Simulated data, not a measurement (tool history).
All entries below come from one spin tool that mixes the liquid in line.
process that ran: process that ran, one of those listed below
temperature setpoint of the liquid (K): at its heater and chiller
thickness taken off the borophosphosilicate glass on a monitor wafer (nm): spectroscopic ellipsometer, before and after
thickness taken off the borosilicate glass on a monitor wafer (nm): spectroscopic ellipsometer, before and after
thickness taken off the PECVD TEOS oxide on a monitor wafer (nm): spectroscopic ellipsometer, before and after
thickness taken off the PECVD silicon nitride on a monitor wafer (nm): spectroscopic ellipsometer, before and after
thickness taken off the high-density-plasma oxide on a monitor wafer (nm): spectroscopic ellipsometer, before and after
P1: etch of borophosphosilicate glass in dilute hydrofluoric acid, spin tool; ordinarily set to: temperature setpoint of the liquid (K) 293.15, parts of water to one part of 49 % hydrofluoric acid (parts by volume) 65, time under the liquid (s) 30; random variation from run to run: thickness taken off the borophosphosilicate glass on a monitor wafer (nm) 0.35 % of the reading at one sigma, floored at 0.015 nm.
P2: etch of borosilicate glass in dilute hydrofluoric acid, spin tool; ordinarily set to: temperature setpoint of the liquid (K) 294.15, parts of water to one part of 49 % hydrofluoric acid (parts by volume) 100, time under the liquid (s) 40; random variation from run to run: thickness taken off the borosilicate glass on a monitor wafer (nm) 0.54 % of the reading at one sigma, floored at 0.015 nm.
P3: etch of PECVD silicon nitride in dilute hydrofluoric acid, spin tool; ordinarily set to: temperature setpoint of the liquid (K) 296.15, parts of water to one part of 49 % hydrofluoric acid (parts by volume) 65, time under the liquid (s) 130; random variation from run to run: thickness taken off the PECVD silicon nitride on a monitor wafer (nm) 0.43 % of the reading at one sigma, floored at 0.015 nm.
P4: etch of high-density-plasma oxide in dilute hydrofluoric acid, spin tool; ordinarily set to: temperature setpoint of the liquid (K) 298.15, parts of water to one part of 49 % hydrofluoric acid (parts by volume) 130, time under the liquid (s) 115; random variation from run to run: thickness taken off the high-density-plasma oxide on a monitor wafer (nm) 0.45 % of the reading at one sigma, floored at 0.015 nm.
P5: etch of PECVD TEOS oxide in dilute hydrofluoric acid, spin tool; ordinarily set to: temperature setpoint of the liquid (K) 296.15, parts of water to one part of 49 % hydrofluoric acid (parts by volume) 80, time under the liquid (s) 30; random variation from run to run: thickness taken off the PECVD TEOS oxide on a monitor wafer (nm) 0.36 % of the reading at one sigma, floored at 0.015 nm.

run   hour  process that ran  temperature setpoint of the liquid (K)  parts of water to one part of 49 % hydrofluoric acid (parts by volume)  time under the liquid (s)  thickness taken off the borophosphosilicate glass on a monitor wafer (nm)  thickness taken off the borosilicate glass on a monitor wafer (nm)  thickness taken off the PECVD TEOS oxide on a monitor wafer (nm)  thickness taken off the PECVD silicon nitride on a monitor wafer (nm)  thickness taken off the high-density-plasma oxide on a monitor wafer (nm)
  1     13                P1                                  293.15                                                                      65                         30                                                                     28.768
  2   21.6                P1                                  293.15                                                                      65                         30                                                                     28.884
  3   34.9                P2                                  294.15                                                                     100                         40                                                                                                                                         8.1932
  4   50.1                P5                                  296.15                                                                      80                         15                                                                                                                                                                                                           5.1298
  5     62                P1                                  290.15                                                                      65                         30                                                                     25.402
  6   74.8                P1                                  293.15                                                                      65                         30                                                                     28.661
  7   90.9                P3                                  296.15                                                                      65                        225                                                                                                                                                                                                                                                                                  13.755
  8  102.3                P1                                  293.15                                                                      65                         15                                                                     14.428
  9  111.2                P2                                  294.15                                                                     100                         15                                                                                                                                         3.0805
 10  123.6                P4                                  298.15                                                                     130                        115                                                                                                                                                                                                                                                                                                                                                             5.5007
 11  135.6                P5                                  296.15                                                                      80                         30                                                                                                                                                                                                           10.281
 12  147.1                P3                                  301.15                                                                      65                        130                                                                                                                                                                                                                                                                                  11.108
 13  160.7                P4                                  291.15                                                                     130                        115                                                                                                                                                                                                                                                                                                                                                             4.1455
 14    177                P1                                  290.15                                                                      65                         15                                                                     12.628
 15  190.4                P2                                  294.15                                                                     170                         40                                                                                                                                         4.5272
 16  203.2                P1                                  293.15                                                                      65                         30                                                                     28.735
 17  214.2                P5                                  290.15                                                                      80                         30                                                                                                                                                                                                           8.0603
 18  226.9                P4                                  298.15                                                                      70                        115                                                                                                                                                                                                                                                                                                                                                             11.045
 19  239.7                P5                                  296.15                                                                      25                         30                                                                                                                                                                                                            35.27
 20  250.5                P1                                  293.15                                                                      65                         45                                                                     43.216
 21  266.8                P3                                  296.15                                                                      65                        130                                                                                                                                                                                                                                                                                    8.01
 22    276                P1                                  293.15                                                                      65                         30                                                                     28.794
 23  288.5                P3                                  296.15                                                                      65                        130                                                                                                                                                                                                                                                                                  7.9728
 24  307.3                P4                                  298.15                                                                     130                        205                                                                                                                                                                                                                                                                                                                                                             9.8519
 25  320.6                P1                                  293.15                                                                      65                         30                                                                     28.749
 26    329                P1                                  296.65                                                                      65                         15                                                                     16.726
 27  344.4                P1                                  298.15                                                                      65                         30                                                                     35.593
 28  353.5                P2                                  290.15                                                                     100                         40                                                                                                                                          6.984
 29  364.3                P3                                  296.15                                                                      20                        130                                                                                                                                                                                                                                                                                  24.784
 30    378                P1                                  293.15                                                                     100                         30                                                                     18.063
 31  395.2                P1                                  293.15                                                                      25                         30                                                                     78.649
 32  409.4                P1                                  299.65                                                                      20                         30                                                                     129.51
 33  423.9                P1                                  293.15                                                                      65                         30                                                                     28.715
 34  435.5                P2                                  294.15                                                                     100                         40                                                                                                                                         8.1599
 35  449.9                P1                                  293.15                                                                      65                         30                                                                     28.763
 36  459.4                P1                                  293.15                                                                      65                         30                                                                     28.054
 37  477.3                P1                                  293.15                                                                      65                         30                                                                     26.896
 38  495.6                P1                                  293.15                                                                      65                         30                                                                     26.477

Expected results for the next run?
 39  513.5                P1                                  293.15                                                                      65                         30                                                                          ?

For run 39 the tool returned thickness taken off the borophosphosilicate glass on a monitor wafer (nm) 26.316.

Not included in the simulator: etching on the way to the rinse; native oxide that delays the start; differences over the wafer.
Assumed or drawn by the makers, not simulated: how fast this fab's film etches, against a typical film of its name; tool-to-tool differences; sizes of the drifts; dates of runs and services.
